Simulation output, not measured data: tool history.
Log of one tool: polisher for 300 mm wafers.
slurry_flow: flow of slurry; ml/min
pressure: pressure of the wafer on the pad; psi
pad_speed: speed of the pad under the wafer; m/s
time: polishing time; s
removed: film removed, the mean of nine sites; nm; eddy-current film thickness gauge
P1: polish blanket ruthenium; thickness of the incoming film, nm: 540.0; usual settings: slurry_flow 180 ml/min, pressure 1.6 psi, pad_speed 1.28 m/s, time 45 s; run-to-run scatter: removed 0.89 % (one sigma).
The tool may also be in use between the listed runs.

run	hour	slurry_flow	pressure	pad_speed	time	removed
1	6.3	180	1.6	1.28	45	52.742
2	17.2	180	1.6	1.28	26	30.131
3	30.3	180	1.6	1.28	45	52.112
4	37.3	275	1.6	1.28	45	54.562
5	45.3	180	1.6	0.58	45	23.976
6	57	110	1.6	1.28	45	48.092
7	64.1	180	1.6	1.28	63	72.145
8	73.3	180	1.6	1.88	45	76.427
9	81.3	180	0.7	1.28	45	22.503
10	91	180	2.4	1.28	45	76.97
11	103.1	120	1	1.28	45	30.812
# hour 104.2: slurry nozzle cleaned
12	110.5	180	1.6	1.28	45	52.112
13	120.4	180	1.6	1.28	45	52.223
14	131.5	180	1.6	1.28	45	52.231
15	139.4	180	1.6	1.28	45	51.378
16	145.7	180	1.6	1.28	45	50.43
17	156.5	180	1.6	1.28	45	50.041
# hour 168: worn pad replaced by a new one
18	169.8	180	1.6	1.28	45	49.184
19	177.5	180	1.6	1.28	45	49.246
20	183.6	180	1.6	1.28	45	49.011

What P1 gives has crept away from where it was. These 2 causes fit the log equally well, each at the size given:
A: head's pressure below its setpoint, % = 6.05
B: slurry flow missing at the pad, % = 30.3
The creep began at about hour 131.5.
Why every other cause is out:
removal rate lost through wear of the pad, %: serviced at hour 168, which brought nothing back

4 check runs are offered, each on 5 wafers whose results are averaged, their results left as question marks. Which one tells the causes apart?
check 1	189.7	180	2.4	0.6	45	?
check 2	189.7	180	1.6	1.84	61	?
check 3	189.7	110	2.2	1.28	45	?
check 4	189.7	180	1.6	1.7	45	?

What each check would give under each cause:
check	result	if A	if B
check 1	removed	34.545	34.548
check 2	removed	95.737	95.745
check 3	removed	61.701	59.607
check 4	removed	65.252	65.257
How far apart the two closest causes lie, in the result that separates them most: check 1 0.01 %; check 2 0.01 %; check 3 3.45 %; check 4 0.01 %
Check 3 tells the causes apart: in the others they would give nearly the same result.

Check 3 was then run and gave: removed 59.637 nm. Which cause is it?

It is B: slurry flow missing at the pad, %.
